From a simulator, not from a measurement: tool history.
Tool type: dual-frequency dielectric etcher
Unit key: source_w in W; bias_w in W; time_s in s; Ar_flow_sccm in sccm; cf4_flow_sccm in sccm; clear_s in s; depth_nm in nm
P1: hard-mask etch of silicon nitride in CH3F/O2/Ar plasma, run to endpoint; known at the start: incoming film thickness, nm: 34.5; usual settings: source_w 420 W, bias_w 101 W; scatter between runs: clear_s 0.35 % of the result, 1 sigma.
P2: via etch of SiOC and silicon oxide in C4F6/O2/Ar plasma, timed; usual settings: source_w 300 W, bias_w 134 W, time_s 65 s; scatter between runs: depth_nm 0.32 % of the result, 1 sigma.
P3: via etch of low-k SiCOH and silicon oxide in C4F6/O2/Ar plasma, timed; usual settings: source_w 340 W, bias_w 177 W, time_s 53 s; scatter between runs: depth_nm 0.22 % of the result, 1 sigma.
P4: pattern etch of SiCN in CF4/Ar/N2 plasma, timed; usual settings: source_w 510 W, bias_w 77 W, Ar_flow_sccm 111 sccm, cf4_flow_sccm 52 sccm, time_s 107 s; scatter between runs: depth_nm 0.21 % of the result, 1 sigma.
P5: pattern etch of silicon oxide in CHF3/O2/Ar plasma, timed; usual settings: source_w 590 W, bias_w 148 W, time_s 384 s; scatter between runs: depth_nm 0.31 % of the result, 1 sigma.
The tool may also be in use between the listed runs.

| run | hour | process | source_w | bias_w | time_s | Ar_flow_sccm | cf4_flow_sccm | clear_s | depth_nm |
|---|---|---|---|---|---|---|---|---|---|
| 1 | 5.7 | P1 | 420 | 101 |  |  |  | 41.972 |  |
| 2 | 11.3 | P1 | 420 | 101 |  |  |  | 41.939 |  |
| 3 | 15.1 | P1 | 330 | 135 |  |  |  | 41.018 |  |
| 4 | 19.1 | P3 | 340 | 177 | 53 |  |  |  | 137.02 |
| 5 | 23 | P4 | 510 | 77 | 107 | 68 | 52 |  | 105.15 |
| 6 | 30.3 | P4 | 510 | 77 | 149 | 111 | 52 |  | 136.18 |
|  | 30.7 | source power generator calibrated |
| 7 | 38.9 | P1 | 520 | 101 |  |  |  | 38.771 |  |
| 8 | 47.3 | P3 | 340 | 107 | 53 |  |  |  | 117.81 |
| 9 | 54 | P4 | 510 | 77 | 107 | 111 | 52 |  | 97.519 |
| 10 | 59 | P1 | 300 | 133 |  |  |  | 42.85 |  |
| 11 | 63.2 | P4 | 510 | 105 | 107 | 111 | 52 |  | 110.07 |
| 12 | 71.2 | P4 | 510 | 77 | 107 | 111 | 65 |  | 100.88 |
| 13 | 75.4 | P4 | 380 | 77 | 107 | 111 | 52 |  | 75.869 |
| 14 | 79.7 | P1 | 490 | 80 |  |  |  | 43.028 |  |
| 15 | 87.2 | P1 | 260 | 101 |  |  |  | 50.478 |  |
| 16 | 96 | P5 | 590 | 148 | 384 |  |  |  | 710.14 |
| 17 | 101.6 | P1 | 420 | 122 |  |  |  | 39.119 |  |
| 18 | 106 | P3 | 340 | 177 | 35 |  |  |  | 90.474 |
| 19 | 112.8 | P1 | 420 | 101 |  |  |  | 42.129 |  |
| 20 | 121.6 | P5 | 590 | 148 | 211 |  |  |  | 392.63 |
| 21 | 125.8 | P2 | 300 | 95 | 65 |  |  |  | 54.526 |
| 22 | 132.1 | P2 | 300 | 134 | 88 |  |  |  | 81.886 |
| 23 | 138 | P2 | 300 | 134 | 65 |  |  |  | 59.992 |
| 24 | 143.3 | P2 | 410 | 134 | 65 |  |  |  | 68.008 |
| 25 | 151.9 | P1 | 420 | 61 |  |  |  | 50.064 |  |
| 26 | 160.5 | P5 | 400 | 148 | 384 |  |  |  | 613.36 |
| 27 | 168.1 | P1 | 420 | 101 |  |  |  | 42.081 |  |
| 28 | 172 | P3 | 270 | 177 | 53 |  |  |  | 125 |
| 29 | 178.7 | P3 | 340 | 177 | 53 |  |  |  | 137 |
| 30 | 184.2 | P5 | 590 | 114 | 384 |  |  |  | 651.69 |
| 31 | 192 | P5 | 590 | 148 | 384 |  |  |  | 710.15 |
| 32 | 197.1 | P1 | 420 | 101 |  |  |  | 41.906 |  |
| 33 | 203.6 | P1 | 420 | 101 |  |  |  | 41.686 |  |
| 34 | 210.1 | P1 | 420 | 101 |  |  |  | 41.686 |  |
| 35 | 218.2 | P1 | 420 | 101 |  |  |  | 41.437 |  |
| 36 | 225 | P1 | 420 | 101 |  |  |  | 41.61 |  |
| 37 | 229.2 | P1 | 420 | 101 |  |  |  | 41.388 |  |
| 38 | 233.2 | P1 | 420 | 101 |  |  |  | 41.58 |  |
| 39 | 239.4 | P1 | 420 | 101 |  |  |  | 41.148 |  |
|  | 243 | wet clean of the chamber |
| 40 | 245.5 | P1 | 420 | 101 |  |  |  | 41.071 |  |
| 41 | 250.7 | P1 | 420 | 101 |  |  |  | 41.294 |  |

What will run 42 give?
| 42 | 259.4 | P1 | 420 | 101 |  |  |  | ? |  |

{"run 42": {"clear_s": 41.303}}
